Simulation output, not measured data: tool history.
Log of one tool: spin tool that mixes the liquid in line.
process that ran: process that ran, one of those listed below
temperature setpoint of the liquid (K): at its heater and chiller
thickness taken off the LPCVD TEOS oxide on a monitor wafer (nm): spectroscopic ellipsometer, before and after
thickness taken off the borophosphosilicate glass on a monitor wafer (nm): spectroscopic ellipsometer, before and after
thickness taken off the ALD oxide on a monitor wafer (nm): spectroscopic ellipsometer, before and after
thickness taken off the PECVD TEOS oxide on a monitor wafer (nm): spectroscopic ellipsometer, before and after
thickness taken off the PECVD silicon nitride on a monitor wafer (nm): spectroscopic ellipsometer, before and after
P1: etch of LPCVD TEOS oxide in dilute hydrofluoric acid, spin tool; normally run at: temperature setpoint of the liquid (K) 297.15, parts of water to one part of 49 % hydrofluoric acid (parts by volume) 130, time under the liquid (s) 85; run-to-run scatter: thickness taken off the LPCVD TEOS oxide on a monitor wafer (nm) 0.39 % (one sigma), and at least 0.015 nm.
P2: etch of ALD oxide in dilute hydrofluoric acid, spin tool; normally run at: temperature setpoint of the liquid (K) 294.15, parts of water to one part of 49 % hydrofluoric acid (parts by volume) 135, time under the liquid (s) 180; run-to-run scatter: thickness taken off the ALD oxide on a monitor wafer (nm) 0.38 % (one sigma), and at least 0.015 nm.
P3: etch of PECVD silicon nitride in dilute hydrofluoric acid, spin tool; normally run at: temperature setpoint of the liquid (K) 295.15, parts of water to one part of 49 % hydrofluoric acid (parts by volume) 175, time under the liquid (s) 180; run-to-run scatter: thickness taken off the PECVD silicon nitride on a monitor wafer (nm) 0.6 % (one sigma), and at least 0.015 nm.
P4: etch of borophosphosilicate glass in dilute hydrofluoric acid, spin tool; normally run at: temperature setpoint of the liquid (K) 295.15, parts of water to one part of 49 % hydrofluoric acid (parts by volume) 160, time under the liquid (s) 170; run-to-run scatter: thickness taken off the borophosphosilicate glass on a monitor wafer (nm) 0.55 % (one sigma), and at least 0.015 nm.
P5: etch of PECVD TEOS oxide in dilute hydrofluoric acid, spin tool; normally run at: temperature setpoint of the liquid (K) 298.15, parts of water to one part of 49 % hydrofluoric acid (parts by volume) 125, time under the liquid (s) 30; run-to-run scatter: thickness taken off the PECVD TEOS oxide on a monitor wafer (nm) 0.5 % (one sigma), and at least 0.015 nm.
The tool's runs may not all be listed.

| run | day | process that ran | temperature setpoint of the liquid (K) | parts of water to one part of 49 % hydrofluoric acid (parts by volume) | time under the liquid (s) | hours since the thermometer was replaced | hours since the hydrofluoric acid flow meter was replaced | thickness taken off the LPCVD TEOS oxide on a monitor wafer (nm) | thickness taken off the borophosphosilicate glass on a monitor wafer (nm) | thickness taken off the ALD oxide on a monitor wafer (nm) | thickness taken off the PECVD TEOS oxide on a monitor wafer (nm) | thickness taken off the PECVD silicon nitride on a monitor wafer (nm) |
|---|---|---|---|---|---|---|---|---|---|---|---|---|
| 1 | 0.279 | P1 | 297.15 | 130 | 85 | 546.3 | 475.4 | 14.2140 |  |  |  |  |
| 2 | 0.583 | P1 | 297.15 | 130 | 85 | 553.6 | 482.7 | 14.3520 |  |  |  |  |
| 3 | 0.842 | P1 | 297.15 | 50 | 85 | 559.8 | 488.9 | 41.1360 |  |  |  |  |
| 4 | 1.175 | P4 | 295.15 | 160 | 170 | 567.8 | 496.9 |  | 36.456 |  |  |  |
| 5 | 1.667 | P4 | 295.15 | 95 | 170 | 579.6 | 508.7 |  | 66.449 |  |  |  |
| 6 | 1.971 | P2 | 290.15 | 135 | 180 | 586.9 | 516.0 |  |  | 17.359 |  |  |
| 7 | 2.467 | P1 | 297.15 | 130 | 85 | 598.8 | 527.9 | 14.3510 |  |  |  |  |
| 8 | 3.021 | P1 | 304.15 | 45 | 85 | 612.1 | 541.2 | 61.0760 |  |  |  |  |
| 9 | 3.429 | P1 | 304.65 | 130 | 85 | 621.9 | 551.0 | 18.9720 |  |  |  |  |
| 10 | 3.771 | P5 | 298.15 | 40 | 30 | 630.1 | 559.2 |  |  |  | 22.0620 |  |
| 11 | 4.100 | P1 | 297.15 | 130 | 160 | 638.0 | 567.1 | 27.1500 |  |  |  |  |
| 12 | 4.638 | P4 | 295.15 | 160 | 170 | 650.9 | 580.0 |  | 36.395 |  |  |  |
| 13 | 5.067 | P5 | 298.15 | 125 | 30 | 661.2 | 590.3 |  |  |  | 6.2828 |  |
| 14 | 5.479 | P5 | 290.15 | 125 | 30 | 671.1 | 600.2 |  |  |  | 4.5500 |  |
| 15 | 5.971 | P3 | 302.65 | 175 | 180 | 682.9 | 612.0 |  |  |  |  | 8.0960 |
| 16 | 6.212 | P3 | 295.15 | 290 | 180 | 688.7 | 617.8 |  |  |  |  | 3.0244 |
| 17 | 6.567 | P1 | 297.15 | 30 | 125 | 697.2 | 626.3 | 104.0200 |  |  |  |  |
| 18 | 6.958 | P2 | 294.15 | 200 | 180 | 706.6 | 635.7 |  |  | 12.974 |  |  |
| 19 | 7.367 | P2 | 294.15 | 135 | 285 | 716.4 | 645.5 |  |  | 32.381 |  |  |
|  | 7.812 | thermometer replaced |
| 20 | 7.912 | P1 | 304.15 | 130 | 165 | 2.5 | 658.6 | 36.4230 |  |  |  |  |
| 21 | 8.412 | P1 | 297.15 | 215 | 85 | 14.5 | 670.6 | 7.8739 |  |  |  |  |
| 22 | 8.675 | P5 | 298.15 | 125 | 30 | 20.8 | 676.9 |  |  |  | 6.2945 |  |
| 23 | 9.183 | P1 | 297.15 | 130 | 85 | 33.0 | 689.1 | 14.3490 |  |  |  |  |
| 24 | 9.442 | P1 | 297.15 | 130 | 85 | 39.2 | 695.3 | 14.2140 |  |  |  |  |
| 25 | 9.688 | P5 | 298.15 | 125 | 60 | 45.1 | 701.2 |  |  |  | 12.5160 |  |
| 26 | 10.083 | P2 | 294.15 | 135 | 180 | 54.6 | 710.7 |  |  | 20.496 |  |  |
| 27 | 10.579 | P1 | 297.15 | 130 | 85 | 66.5 | 722.6 | 14.2970 |  |  |  |  |
| 28 | 10.917 | P3 | 295.15 | 175 | 290 | 74.6 | 730.7 |  |  |  |  | 8.1158 |
| 29 | 11.171 | P4 | 291.65 | 160 | 170 | 80.7 | 736.8 |  | 32.120 |  |  |  |
| 30 | 11.462 | P1 | 297.15 | 130 | 35 | 87.7 | 743.8 | 5.9014 |  |  |  |  |
| 31 | 11.942 | P3 | 295.15 | 175 | 180 | 99.2 | 755.3 |  |  |  |  | 4.9821 |
| 32 | 12.325 | P1 | 297.15 | 130 | 85 | 108.4 | 764.5 | 14.3700 |  |  |  |  |
| 33 | 12.667 | P1 | 290.15 | 130 | 85 | 116.6 | 772.7 | 10.8920 |  |  |  |  |
| 34 | 13.179 | P4 | 295.15 | 160 | 65 | 128.9 | 785.0 |  | 13.937 |  |  |  |
| 35 | 13.717 | P2 | 294.15 | 135 | 180 | 141.8 | 797.9 |  |  | 20.437 |  |  |
| 36 | 14.208 | P1 | 297.15 | 130 | 85 | 153.6 | 809.7 | 14.2340 |  |  |  |  |
| 37 | 14.642 | P1 | 297.15 | 130 | 85 | 164.0 | 820.1 | 14.7840 |  |  |  |  |
| 38 | 15.154 | P1 | 297.15 | 130 | 85 | 176.3 | 832.4 | 14.9740 |  |  |  |  |
| 39 | 15.579 | P1 | 297.15 | 130 | 85 | 186.5 | 842.6 | 15.0200 |  |  |  |  |
| 40 | 16.008 | P1 | 297.15 | 130 | 85 | 196.8 | 852.9 | 15.0520 |  |  |  |  |
| 41 | 16.492 | P1 | 297.15 | 130 | 85 | 208.4 | 864.5 | 15.0180 |  |  |  |  |
| 42 | 16.779 | P1 | 297.15 | 130 | 85 | 215.3 | 871.4 | 15.2990 |  |  |  |  |

What P1 gives has crept away from where it was. These 2 causes fit the log equally well, each at the size given:
A: liquid hotter than its thermometer reads (K) = 1.4
B: hydrofluoric acid flow above the setpoint (%) = 4.77
The creep began at about day 14.208.

4 check runs are offered, each on 2 wafers whose results are averaged, their results left as question marks. Which one tells the causes apart?
| check 1 | 17.067 | P4 | 295.15 | 160 | 170 |  |  |  | ? |  |  |  |
| check 2 | 17.067 | P5 | 298.15 | 125 | 30 |  |  |  |  |  | ? |  |
| check 3 | 17.067 | P2 | 294.15 | 135 | 180 |  |  |  |  | ? |  |  |
| check 4 | 17.067 | P3 | 295.15 | 175 | 180 |  |  |  |  |  |  | ? |

What each check would give under each cause:
| check | result | if A | if B |
|---|---|---|---|
| check 1 | thickness taken off the borophosphosilicate glass on a monitor wafer (nm) | 38.768 | 38.791 |
| check 2 | thickness taken off the PECVD TEOS oxide on a monitor wafer (nm) | 6.6176 | 6.6172 |
| check 3 | thickness taken off the ALD oxide on a monitor wafer (nm) | 21.627 | 21.584 |
| check 4 | thickness taken off the PECVD silicon nitride on a monitor wafer (nm) | 5.4929 | 5.2526 |
How far apart the two closest causes lie, in the result that separates them most: check 1 0.06 %; check 2 0.01 %; check 3 0.2 %; check 4 4.47 %
Only check 4 tells the causes apart: in the others they would give nearly the same result.

Check 4 was then run and gave: thickness taken off the PECVD silicon nitride on a monitor wafer (nm) 5.5021. Which cause is it?

It is A: liquid hotter than its thermometer reads (K).

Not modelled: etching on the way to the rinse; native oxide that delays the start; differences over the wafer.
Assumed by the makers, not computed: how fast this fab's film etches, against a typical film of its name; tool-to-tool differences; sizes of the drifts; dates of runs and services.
